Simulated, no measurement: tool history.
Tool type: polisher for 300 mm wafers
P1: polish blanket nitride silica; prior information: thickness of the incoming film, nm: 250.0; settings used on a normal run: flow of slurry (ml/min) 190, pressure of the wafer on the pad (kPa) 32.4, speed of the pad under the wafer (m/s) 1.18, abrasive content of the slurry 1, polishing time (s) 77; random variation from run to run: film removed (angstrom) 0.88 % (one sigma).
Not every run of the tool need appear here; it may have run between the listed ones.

run,day,flow of slurry (ml/min),pressure of the wafer on the pad (kPa),speed of the pad under the wafer (m/s),abrasive content of the slurry,polishing time (s),film removed (angstrom)
1,0.475,190,32.4,1.18,1,77,615.54
2,0.967,285,32.4,0.54,1,77,346.91
3,1.412,190,16.5,1.18,1,77,311.13
4,1.825,190,32.4,1.18,1,77,613.46
# day 2.238: slurry blender recalibrated
5,2.3,190,32.4,1.18,1,77,612.46
6,2.529,190,32.4,1.18,1.4,77,711.68
7,2.762,190,32.4,1.18,1,108,868.56
8,3.188,240,32.4,1.18,1,77,640.1
9,3.562,190,32.4,1.18,1,77,617.06
10,3.879,190,32.4,1.18,0.65,96,616.59
11,4.138,190,32.4,1.18,1,77,620.55
12,4.546,115,32.4,1.18,1,77,562.12
13,5.029,190,32.4,1.18,0.65,77,498.08
14,5.425,190,46.9,1.18,1,77,881.51
15,5.717,190,32.4,1.18,1,46,364.44
16,6.104,190,32.4,1.18,1,77,620.44
17,6.396,240,32.4,1.18,1,108,886.64
18,6.854,190,32.4,0.54,1,77,332.1
19,7.229,190,32.4,1.84,1,77,863.45
20,7.571,190,32.4,1.18,1,77,609.05
21,7.9,190,32.4,1.18,1,77,610.22
22,8.362,190,32.4,1.18,1,77,598.46

What does the tool deliver on the next run?
23,8.858,190,32.4,1.18,1,77,?

{"run 23": {"film removed (angstrom)": 584.83}}
